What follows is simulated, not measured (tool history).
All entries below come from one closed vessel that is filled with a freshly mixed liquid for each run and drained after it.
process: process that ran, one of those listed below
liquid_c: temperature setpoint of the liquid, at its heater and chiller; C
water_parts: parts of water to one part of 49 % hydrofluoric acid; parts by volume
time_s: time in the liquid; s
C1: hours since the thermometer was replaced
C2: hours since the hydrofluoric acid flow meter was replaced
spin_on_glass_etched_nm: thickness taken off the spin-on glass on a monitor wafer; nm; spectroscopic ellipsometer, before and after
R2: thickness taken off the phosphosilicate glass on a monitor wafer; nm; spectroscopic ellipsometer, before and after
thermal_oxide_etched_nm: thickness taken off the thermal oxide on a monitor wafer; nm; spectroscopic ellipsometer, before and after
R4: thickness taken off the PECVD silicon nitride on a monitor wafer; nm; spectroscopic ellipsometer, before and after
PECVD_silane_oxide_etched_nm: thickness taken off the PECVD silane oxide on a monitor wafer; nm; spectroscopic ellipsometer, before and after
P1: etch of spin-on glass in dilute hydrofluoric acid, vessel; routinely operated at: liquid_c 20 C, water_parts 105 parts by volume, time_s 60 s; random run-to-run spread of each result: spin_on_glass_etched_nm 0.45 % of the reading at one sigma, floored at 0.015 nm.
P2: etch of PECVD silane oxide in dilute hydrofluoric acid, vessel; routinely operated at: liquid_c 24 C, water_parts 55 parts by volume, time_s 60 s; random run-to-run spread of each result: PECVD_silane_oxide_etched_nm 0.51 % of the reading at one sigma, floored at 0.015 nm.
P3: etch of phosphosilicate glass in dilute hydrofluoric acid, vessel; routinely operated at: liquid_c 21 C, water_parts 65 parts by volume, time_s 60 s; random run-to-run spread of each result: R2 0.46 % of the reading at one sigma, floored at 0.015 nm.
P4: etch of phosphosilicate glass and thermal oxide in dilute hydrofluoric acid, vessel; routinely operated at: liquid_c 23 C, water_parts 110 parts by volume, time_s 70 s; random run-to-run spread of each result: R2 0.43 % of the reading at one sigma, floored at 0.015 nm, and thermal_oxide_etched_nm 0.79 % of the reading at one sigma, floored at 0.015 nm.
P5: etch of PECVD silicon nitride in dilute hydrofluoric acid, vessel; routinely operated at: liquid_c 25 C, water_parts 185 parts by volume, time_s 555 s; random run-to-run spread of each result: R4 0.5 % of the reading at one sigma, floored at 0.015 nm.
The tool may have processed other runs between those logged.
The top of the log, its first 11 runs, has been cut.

{"run": 12, "hour": 148.2, "process": "P2", "liquid_c": 24, "water_parts": 55, "time_s": 30, "C1": 1106.4, "C2": 601.4, "PECVD_silane_oxide_etched_nm": 26.787}
{"run": 13, "hour": 159.1, "process": "P1", "liquid_c": 20, "water_parts": 170, "time_s": 60, "C1": 1117.3, "C2": 612.3, "spin_on_glass_etched_nm": 9.9849}
{"run": 14, "hour": 167.2, "process": "P2", "liquid_c": 32, "water_parts": 55, "time_s": 60, "C1": 1125.4, "C2": 620.4, "PECVD_silane_oxide_etched_nm": 74.295}
{"run": 15, "hour": 178.1, "process": "P1", "liquid_c": 20, "water_parts": 105, "time_s": 85, "C1": 1136.3, "C2": 631.3, "spin_on_glass_etched_nm": 24.54}
{"run": 16, "hour": 187.2, "process": "P5", "liquid_c": 25, "water_parts": 185, "time_s": 555, "C1": 1145.4, "C2": 640.4, "R4": 6.5092}
{"run": 17, "hour": 201.7, "process": "P1", "liquid_c": 20, "water_parts": 105, "time_s": 60, "C1": 1159.9, "C2": 654.9, "spin_on_glass_etched_nm": 17.257}
{"run": 18, "hour": 212.1, "process": "P1", "liquid_c": 20, "water_parts": 105, "time_s": 30, "C1": 1170.3, "C2": 665.3, "spin_on_glass_etched_nm": 8.6129}
{"run": 19, "hour": 225.8, "process": "P1", "liquid_c": 17, "water_parts": 105, "time_s": 60, "C1": 1184, "C2": 679, "spin_on_glass_etched_nm": 15.18}
{"run": 20, "hour": 237.4, "process": "P4", "liquid_c": 23, "water_parts": 110, "time_s": 70, "C1": 1195.6, "C2": 690.6, "R2": 53.997, "thermal_oxide_etched_nm": 3.0193}
{"run": 21, "hour": 246.5, "process": "P5", "liquid_c": 18, "water_parts": 185, "time_s": 555, "C1": 1204.7, "C2": 699.7, "R4": 4.1683}
{"run": 22, "hour": 257.2, "process": "P1", "liquid_c": 20, "water_parts": 105, "time_s": 60, "C1": 1215.4, "C2": 710.4, "spin_on_glass_etched_nm": 17.288}
{"run": 23, "hour": 266.0, "process": "P2", "liquid_c": 24, "water_parts": 55, "time_s": 60, "C1": 1224.2, "C2": 719.2, "PECVD_silane_oxide_etched_nm": 53.695}
{"run": 24, "hour": 273.4, "process": "P3", "liquid_c": 21, "water_parts": 35, "time_s": 60, "C1": 1231.6, "C2": 726.6, "R2": 339.59}
{"run": 25, "hour": 282.1, "process": "P2", "liquid_c": 24, "water_parts": 85, "time_s": 60, "C1": 1240.3, "C2": 735.3, "PECVD_silane_oxide_etched_nm": 33.162}
{"run": 26, "hour": 292.3, "process": "P1", "liquid_c": 20, "water_parts": 105, "time_s": 60, "C1": 1250.5, "C2": 745.5, "spin_on_glass_etched_nm": 17.205}
{"run": 27, "hour": 299.5, "process": "P1", "liquid_c": 20, "water_parts": 50, "time_s": 60, "C1": 1257.7, "C2": 752.7, "spin_on_glass_etched_nm": 38.581}
{"run": 28, "hour": 313.2, "process": "P2", "liquid_c": 24, "water_parts": 55, "time_s": 60, "C1": 1271.4, "C2": 766.4, "PECVD_silane_oxide_etched_nm": 53.546}

Run 29, settings as shown, results not yet in. Your forecast:
{"run": 29, "hour": 320.7, "process": "P1", "liquid_c": 25.5, "water_parts": 105, "time_s": 35, "C1": 1278.9, "C2": 773.9, "spin_on_glass_etched_nm": "?"}

{"run 29": {"spin_on_glass_etched_nm": 12.654}}
